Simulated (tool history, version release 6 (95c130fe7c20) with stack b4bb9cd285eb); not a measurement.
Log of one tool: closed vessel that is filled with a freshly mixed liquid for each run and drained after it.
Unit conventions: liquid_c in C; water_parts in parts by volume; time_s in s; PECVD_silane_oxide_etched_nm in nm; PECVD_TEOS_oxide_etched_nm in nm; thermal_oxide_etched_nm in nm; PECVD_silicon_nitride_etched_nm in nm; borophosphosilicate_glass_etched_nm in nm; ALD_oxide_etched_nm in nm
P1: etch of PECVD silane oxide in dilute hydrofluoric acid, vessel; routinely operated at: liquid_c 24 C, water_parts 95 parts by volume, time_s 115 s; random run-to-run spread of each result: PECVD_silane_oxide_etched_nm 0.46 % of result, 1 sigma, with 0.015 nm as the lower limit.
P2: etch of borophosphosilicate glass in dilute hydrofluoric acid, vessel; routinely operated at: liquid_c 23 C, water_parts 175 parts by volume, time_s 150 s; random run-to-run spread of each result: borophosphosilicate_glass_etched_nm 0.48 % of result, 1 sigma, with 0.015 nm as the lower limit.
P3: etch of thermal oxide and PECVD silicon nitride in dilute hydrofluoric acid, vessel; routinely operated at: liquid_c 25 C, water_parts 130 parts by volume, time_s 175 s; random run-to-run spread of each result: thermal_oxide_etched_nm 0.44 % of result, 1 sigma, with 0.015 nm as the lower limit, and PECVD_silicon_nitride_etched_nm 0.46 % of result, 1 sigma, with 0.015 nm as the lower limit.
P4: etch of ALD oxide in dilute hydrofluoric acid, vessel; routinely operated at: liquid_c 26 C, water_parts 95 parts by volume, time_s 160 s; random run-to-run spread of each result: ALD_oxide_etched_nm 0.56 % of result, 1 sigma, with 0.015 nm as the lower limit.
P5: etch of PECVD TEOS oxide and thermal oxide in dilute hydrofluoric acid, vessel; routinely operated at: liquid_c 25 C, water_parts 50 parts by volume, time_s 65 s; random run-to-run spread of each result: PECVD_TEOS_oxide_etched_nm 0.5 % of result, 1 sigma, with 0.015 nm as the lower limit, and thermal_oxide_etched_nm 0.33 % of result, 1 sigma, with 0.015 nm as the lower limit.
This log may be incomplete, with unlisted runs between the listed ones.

run     day  process  liquid_c  water_parts  time_s  PECVD_silane_oxide_etched_nm  PECVD_TEOS_oxide_etched_nm  thermal_oxide_etched_nm  PECVD_silicon_nitride_etched_nm  borophosphosilicate_glass_etched_nm  ALD_oxide_etched_nm
  1   0.246       P1        24           95     115                        24.154
  2   0.529       P1        24           95      45                        9.5403
  3     0.9       P1        24          140     220                        30.016
  4   1.071       P5      32.5           50      65                                                    31.752                   9.2368
  5     1.4       P1        24           95     115                        24.353
  6     1.7       P3      33.5          130     175                                                                             8.5005                           7.7435
  7   2.012       P1        24           95     115                         24.34
  8     2.2       P1        24           95     115                        24.389
  9   2.425       P5        25           50      65                                                    23.604                   6.7993
 10   2.767       P1        24           95     215                        45.594
 11   3.029       P3        25          130     330                                                                             11.588                           8.5896
 12   3.304       P1        24          175      30                        3.1566
 13   3.638       P1        24           45     115                        54.446
 14     3.9       P3        25          225     175                                                                             3.2224                           2.6032
 15   4.238       P1        24          170     115                        12.373
 16   4.517       P1        24           95     115                         24.28
 17   4.779       P2        23          265     150                                                                                                                                                   24.097
 18   5.075       P5        25           50      30                                                    10.937                   3.1576
 19   5.417       P4        26          175     160                                                                                                                                                                        9.2985
 20   5.746       P1      18.5           95     115                        19.444
 21   6.083       P4        22           95     160                                                                                                                                                                        16.414
 22   6.392       P1        29           95     115                        29.727
 23   6.629       P4        26           95     280                                                                                                                                                                        33.482
 24   6.921       P4        26           95     160                                                                                                                                                                         19.18
 25   7.125       P1        24          155      30                        3.6229
 26   7.483       P5        25           20      65                                                    61.536                   17.968
 27   7.825       P3        25          130     175                                                                             6.1937                            4.543
 28   8.083       P1        24           95     115                         24.27
 29   8.296       P3        25          130     175                                                                             6.2678                            4.537
 30   8.658       P2        23          175     300                                                                                                                                                   79.619
 31   9.017       P2        17          175     150                                                                                                                                                   31.441
 32   9.333       P2        23          175     150                                                                                                                                                   40.058
 33     9.5       P1        24           95     115                        24.328
 34     9.8       P1        24           95     115                        23.616
 35  10.079       P1        24           95     115                        23.114
 36  10.283       P1        24           95     115                         22.95
 37  10.642       P1        24           95     115                        22.851
 38  10.821       P1        24           95     115                        22.771
 39  11.017       P1        24           95     115                        22.798

What P1 gives has crept off from where it sat before. The 2 causes that follow fit the log equally well, each at the size noted:
A: liquid colder than its thermometer reads (K) = 1.57
B: hydrofluoric acid flow below the setpoint (%) = 5.45
The creep began at about day 9.5.

Listed below are the offered check runs, one wafer per run, with question marks in place of results. For which of them would the causes give clearly different outcomes?
check 1  11.212       P5        25           35      30                                                         ?                        ?
check 2  11.212       P3      32.5          130     175                                                                                  ?                                ?
check 3  11.212       P2        19          235     150                                                                                                                                                        ?
check 4  11.212       P4        26          170     275                                                                                                                                                                             ?

If the cause were each of the candidates in turn, the checks would give the following:
  check                               result    if A    if B
check 1           PECVD_TEOS_oxide_etched_nm  14.907  15.003
check 1              thermal_oxide_etched_nm  4.3093   4.337
check 2              thermal_oxide_etched_nm  7.7537  7.6747
check 2      PECVD_silicon_nitride_etched_nm  6.6211  6.8798
check 3  borophosphosilicate_glass_etched_nm  22.625  22.447
check 4                  ALD_oxide_etched_nm  15.827  15.686
Smallest distance between any two causes, each pair judged by its most separating result, in per cent: check 1 0.64 %; check 2 3.83 %; check 3 0.79 %; check 4 0.9 %
Check 2 distinguishes between the causes, while the remaining checks would return nearly the same result for all of them.

Then check 2 was run and gave: thermal_oxide_etched_nm 7.6882 nm; PECVD_silicon_nitride_etched_nm 6.8449 nm. Which cause is it?

The cause is B: hydrofluoric acid flow below the setpoint (%).

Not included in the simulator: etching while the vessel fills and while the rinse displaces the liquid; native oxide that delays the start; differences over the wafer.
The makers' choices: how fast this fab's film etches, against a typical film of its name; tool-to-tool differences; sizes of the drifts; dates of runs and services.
